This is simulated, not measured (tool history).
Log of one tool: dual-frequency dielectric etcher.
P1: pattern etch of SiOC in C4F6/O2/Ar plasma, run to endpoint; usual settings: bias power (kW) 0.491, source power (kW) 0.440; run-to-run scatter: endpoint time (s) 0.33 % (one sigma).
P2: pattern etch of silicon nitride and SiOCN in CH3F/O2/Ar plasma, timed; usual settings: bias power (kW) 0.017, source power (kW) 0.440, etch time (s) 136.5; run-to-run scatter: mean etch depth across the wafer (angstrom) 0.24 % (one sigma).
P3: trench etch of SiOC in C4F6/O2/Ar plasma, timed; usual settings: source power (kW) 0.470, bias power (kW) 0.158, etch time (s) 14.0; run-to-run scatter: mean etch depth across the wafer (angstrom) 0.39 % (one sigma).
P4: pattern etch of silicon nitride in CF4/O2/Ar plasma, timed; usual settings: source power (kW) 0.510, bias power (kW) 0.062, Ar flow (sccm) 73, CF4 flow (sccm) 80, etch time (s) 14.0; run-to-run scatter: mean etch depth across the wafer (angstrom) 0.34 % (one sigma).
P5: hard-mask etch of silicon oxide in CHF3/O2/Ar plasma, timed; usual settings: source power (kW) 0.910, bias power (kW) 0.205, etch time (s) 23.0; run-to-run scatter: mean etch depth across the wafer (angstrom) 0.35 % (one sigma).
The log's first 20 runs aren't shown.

run	hour	process that ran	bias power (kW)	source power (kW)	etch time (s)	Ar flow (sccm)	CF4 flow (sccm)	endpoint time (s)	mean etch depth across the wafer (angstrom)
21	165.5	P1	0.491	0.440				12.250	
22	173.8	P1	0.491	0.440				12.187	
23	180.8	P3	0.158	0.470	14.0				304.40
24	188.5	P2	0.017	0.440	136.5				165.68
25	197.9	P1	0.491	0.440				12.209	
26	208.3	P1	0.491	0.360				13.133	
27	214.6	P4	0.062	0.510	14.0	47	80		311.62
28	223.6	P5	0.205	0.910	17.5				419.41
29	231.5	P3	0.158	0.340	14.0				266.09
30	240.8	P1	0.363	0.600				12.134	
31	247.4	P4	0.062	0.510	8.0	73	80		170.68
32	254.3	P4	0.087	0.510	14.0	73	80		339.90
33	265.2	P1	0.491	0.440				12.251	
34	275.4	P1	0.491	0.440				12.151	
35	281.0	P1	0.491	0.440				12.112	
36	288.3	P1	0.491	0.440				12.129	
37	294.5	P1	0.491	0.440				12.073	
# hour 300.4: wet clean of the chamber
38	304.0	P1	0.491	0.440				12.044	
39	313.0	P1	0.491	0.440				12.034	

Run 40 comes next. What will it give?
40	322.5	P1	0.491	0.440				?	

endpoint time (s): 12.036
